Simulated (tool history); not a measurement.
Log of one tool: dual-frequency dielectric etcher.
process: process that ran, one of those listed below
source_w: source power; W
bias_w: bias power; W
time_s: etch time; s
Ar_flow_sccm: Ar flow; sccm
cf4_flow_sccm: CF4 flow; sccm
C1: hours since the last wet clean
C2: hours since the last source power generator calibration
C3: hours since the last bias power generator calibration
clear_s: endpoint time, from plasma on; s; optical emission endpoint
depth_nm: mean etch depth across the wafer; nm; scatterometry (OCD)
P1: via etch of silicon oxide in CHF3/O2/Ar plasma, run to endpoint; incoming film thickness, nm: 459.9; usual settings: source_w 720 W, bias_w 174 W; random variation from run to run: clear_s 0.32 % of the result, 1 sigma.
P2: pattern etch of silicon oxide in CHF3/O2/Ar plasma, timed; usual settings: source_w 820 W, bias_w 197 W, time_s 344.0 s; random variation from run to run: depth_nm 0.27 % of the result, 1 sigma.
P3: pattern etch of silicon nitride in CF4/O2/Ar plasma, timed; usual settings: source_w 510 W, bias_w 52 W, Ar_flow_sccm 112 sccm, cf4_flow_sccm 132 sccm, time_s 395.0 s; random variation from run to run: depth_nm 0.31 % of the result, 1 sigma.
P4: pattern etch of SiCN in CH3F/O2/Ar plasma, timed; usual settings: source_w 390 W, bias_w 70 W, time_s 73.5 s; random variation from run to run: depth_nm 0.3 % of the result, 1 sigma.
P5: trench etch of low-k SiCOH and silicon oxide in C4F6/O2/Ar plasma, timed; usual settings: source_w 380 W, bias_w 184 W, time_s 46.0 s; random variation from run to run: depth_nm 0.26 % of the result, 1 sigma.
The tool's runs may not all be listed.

Run 1, hour 12.8: process P1, source_w 720 W, bias_w 174 W; C1 363.9; C2 3282.1; C3 658.3. Result: clear_s 222.04 s.
Run 2, hour 19.9: process P5, source_w 380 W, bias_w 184 W, time_s 46.0 s; C1 371.0; C2 3289.2; C3 665.4. Result: depth_nm 143.130 nm.
Run 3, hour 30.4: process P4, source_w 390 W, bias_w 97 W, time_s 73.5 s; C1 381.5; C2 3299.7; C3 675.9. Result: depth_nm 31.064 nm.
Run 4, hour 40.2: process P5, source_w 380 W, bias_w 122 W, time_s 46.0 s; C1 391.3; C2 3309.5; C3 685.7. Result: depth_nm 125.910 nm.
Run 5, hour 48.2: process P5, source_w 380 W, bias_w 184 W, time_s 46.0 s; C1 399.3; C2 3317.5; C3 693.7. Result: depth_nm 143.000 nm.
Run 6, hour 55.4: process P1, source_w 720 W, bias_w 174 W; C1 406.5; C2 3324.7; C3 700.9. Result: clear_s 219.90 s.
At hour 62.3: source power generator calibrated.
Run 7, hour 65.3: process P1, source_w 470 W, bias_w 135 W; C1 416.4; C2 3.0; C3 710.8. Result: clear_s 282.99 s.
Run 8, hour 80.1: process P3, source_w 510 W, bias_w 52 W, time_s 395.0 s, Ar_flow_sccm 112 sccm, cf4_flow_sccm 132 sccm; C1 431.2; C2 17.8; C3 725.6. Result: depth_nm 806.850 nm.
Run 9, hour 90.0: process P3, source_w 510 W, bias_w 52 W, time_s 395.0 s, Ar_flow_sccm 112 sccm, cf4_flow_sccm 132 sccm; C1 441.1; C2 27.7; C3 735.5. Result: depth_nm 808.370 nm.
Run 10, hour 104.3: process P4, source_w 540 W, bias_w 70 W, time_s 73.5 s; C1 455.4; C2 42.0; C3 749.8. Result: depth_nm 31.357 nm.
Run 11, hour 117.6: process P3, source_w 510 W, bias_w 31 W, time_s 395.0 s, Ar_flow_sccm 112 sccm, cf4_flow_sccm 132 sccm; C1 468.7; C2 55.3; C3 763.1. Result: depth_nm 678.280 nm.
Run 12, hour 127.1: process P2, source_w 820 W, bias_w 197 W, time_s 508.0 s; C1 478.2; C2 64.8; C3 772.6. Result: depth_nm 1168.100 nm.
Run 13, hour 139.7: process P2, source_w 820 W, bias_w 197 W, time_s 344.0 s; C1 490.8; C2 77.4; C3 785.2. Result: depth_nm 794.420 nm.
Run 14, hour 155.7: process P1, source_w 910 W, bias_w 129 W; C1 506.8; C2 93.4; C3 801.2. Result: clear_s 220.37 s.
Run 15, hour 165.8: process P3, source_w 640 W, bias_w 52 W, time_s 395.0 s, Ar_flow_sccm 112 sccm, cf4_flow_sccm 132 sccm; C1 516.9; C2 103.5; C3 811.3. Result: depth_nm 977.490 nm.
Run 16, hour 175.3: process P3, source_w 510 W, bias_w 52 W, time_s 395.0 s, Ar_flow_sccm 69 sccm, cf4_flow_sccm 132 sccm; C1 526.4; C2 113.0; C3 820.8. Result: depth_nm 845.180 nm.
Run 17, hour 185.4: process P1, source_w 720 W, bias_w 174 W; C1 536.5; C2 123.1; C3 830.9. Result: clear_s 220.32 s.
Run 18, hour 193.9: process P2, source_w 1070 W, bias_w 197 W, time_s 344.0 s; C1 545.0; C2 131.6; C3 839.4. Result: depth_nm 879.090 nm.
Run 19, hour 203.8: process P5, source_w 290 W, bias_w 184 W, time_s 46.0 s; C1 554.9; C2 141.5; C3 849.3. Result: depth_nm 128.850 nm.
Run 20, hour 216.7: process P1, source_w 720 W, bias_w 174 W; C1 567.8; C2 154.4; C3 862.2. Result: clear_s 220.79 s.
Run 21, hour 226.1: process P1, source_w 720 W, bias_w 138 W; C1 577.2; C2 163.8; C3 871.6. Result: clear_s 236.79 s.
Run 22, hour 236.2: process P4, source_w 390 W, bias_w 70 W, time_s 73.5 s; C1 587.3; C2 173.9; C3 881.7. Result: depth_nm 27.685 nm.
Run 23, hour 249.0: process P1, source_w 530 W, bias_w 174 W; C1 600.1; C2 186.7; C3 894.5. Result: clear_s 248.95 s.
Run 24, hour 262.6: process P4, source_w 390 W, bias_w 70 W, time_s 40.5 s; C1 613.7; C2 200.3; C3 908.1. Result: depth_nm 15.259 nm.
Run 25, hour 271.7: process P2, source_w 820 W, bias_w 265 W, time_s 344.0 s; C1 622.8; C2 209.4; C3 917.2. Result: depth_nm 874.950 nm.
Run 26, hour 288.0: process P2, source_w 820 W, bias_w 197 W, time_s 344.0 s; C1 639.1; C2 225.7; C3 933.5. Result: depth_nm 792.760 nm.
Run 27, hour 302.6: process P1, source_w 720 W, bias_w 174 W; C1 653.7; C2 240.3; C3 948.1. Result: clear_s 219.44 s.
Run 28, hour 315.8: process P3, source_w 510 W, bias_w 52 W, time_s 395.0 s, Ar_flow_sccm 112 sccm, cf4_flow_sccm 161 sccm; C1 666.9; C2 253.5; C3 961.3. Result: depth_nm 828.880 nm.
Run 29, hour 327.2: process P3, source_w 510 W, bias_w 52 W, time_s 289.5 s, Ar_flow_sccm 112 sccm, cf4_flow_sccm 132 sccm; C1 678.3; C2 264.9; C3 972.7. Result: depth_nm 589.970 nm.
Run 30, hour 336.4: process P5, source_w 380 W, bias_w 184 W, time_s 63.0 s; C1 687.5; C2 274.1; C3 981.9. Result: depth_nm 196.470 nm.
Run 31, hour 351.7: process P1, source_w 910 W, bias_w 174 W; C1 702.8; C2 289.4; C3 997.2. Result: clear_s 201.28 s.
Run 32, hour 366.2: process P1, source_w 720 W, bias_w 208 W; C1 717.3; C2 303.9; C3 1011.7. Result: clear_s 207.70 s.
Run 33, hour 373.6: process P1, source_w 720 W, bias_w 174 W; C1 724.7; C2 311.3; C3 1019.1. Result: clear_s 222.07 s.
Run 34, hour 385.6: process P1, source_w 720 W, bias_w 174 W; C1 736.7; C2 323.3; C3 1031.1. Result: clear_s 222.66 s.
Run 35, hour 400.8: process P1, source_w 720 W, bias_w 174 W; C1 751.9; C2 338.5; C3 1046.3. Result: clear_s 223.80 s.
Run 36, hour 408.8: process P1, source_w 720 W, bias_w 174 W; C1 759.9; C2 346.5; C3 1054.3. Result: clear_s 222.22 s.
Run 37, hour 423.5: process P1, source_w 720 W, bias_w 174 W; C1 774.6; C2 361.2; C3 1069.0. Result: clear_s 223.15 s.
Run 38, hour 432.8: process P1, source_w 720 W, bias_w 174 W; C1 783.9; C2 370.5; C3 1078.3. Result: clear_s 224.33 s.
Run 39, hour 443.5: process P1, source_w 720 W, bias_w 174 W; C1 794.6; C2 381.2; C3 1089.0. Result: clear_s 223.20 s.
At hour 446.2: wet clean of the chamber.
Run 40, hour 455.4: process P1, source_w 720 W, bias_w 174 W; C1 9.2; C2 393.1; C3 1100.9. Result: clear_s 224.09 s.
Run 41, hour 463.7: process P1, source_w 720 W, bias_w 174 W; C1 17.5; C2 401.4; C3 1109.2. Result: clear_s 225.26 s.
Run 42, hour 473.9: process P1, source_w 720 W, bias_w 174 W; C1 27.7; C2 411.6; C3 1119.4. Result: clear_s 224.48 s.
Run 43, hour 483.8: process P1, source_w 720 W, bias_w 174 W; C1 37.6; C2 421.5; C3 1129.3. Result: clear_s 224.48 s.

What P1 gives has crept away from where it was. These 2 causes fit the log equally well, each at the size given:
A: source power that arrives under what is set, % = 4.11
B: bias power that arrives under what is set, % = 4.8
The creep began at about hour 373.6.
Why every other cause is out:
chamber walls in a state that lowers the etch rate, %: serviced at hour 446.2, which brought nothing back

4 check runs are offered, each on 2 wafers whose results are averaged, their results left as question marks. Which one tells the causes apart?
Run check 1, hour 493.7: process P2, source_w 820 W, bias_w 226 W, time_s 507.0 s. Result: depth_nm ?.
Run check 2, hour 493.7: process P4, source_w 540 W, bias_w 96 W, time_s 73.5 s. Result: depth_nm ?.
Run check 3, hour 493.7: process P5, source_w 380 W, bias_w 137 W, time_s 46.0 s. Result: depth_nm ?.
Run check 4, hour 493.7: process P3, source_w 510 W, bias_w 33 W, time_s 291.0 s, Ar_flow_sccm 112 sccm, cf4_flow_sccm 132 sccm. Result: depth_nm ?.

What each check would give under each cause:
  check    result      if A      if B
check 1  depth_nm  1202.900  1201.800
check 2  depth_nm    34.512    34.430
check 3  depth_nm   128.720   128.980
check 4  depth_nm   488.140   498.490
How far apart the two closest causes lie, in the result that separates them most: check 1 0.09 %; check 2 0.24 %; check 3 0.2 %; check 4 2.1 %
Only check 4 tells the causes apart: in the others they would give nearly the same result.

Then check 4 was run and gave: depth_nm 497.810 nm. Which cause is it?

It is B: bias power that arrives under what is set, %.

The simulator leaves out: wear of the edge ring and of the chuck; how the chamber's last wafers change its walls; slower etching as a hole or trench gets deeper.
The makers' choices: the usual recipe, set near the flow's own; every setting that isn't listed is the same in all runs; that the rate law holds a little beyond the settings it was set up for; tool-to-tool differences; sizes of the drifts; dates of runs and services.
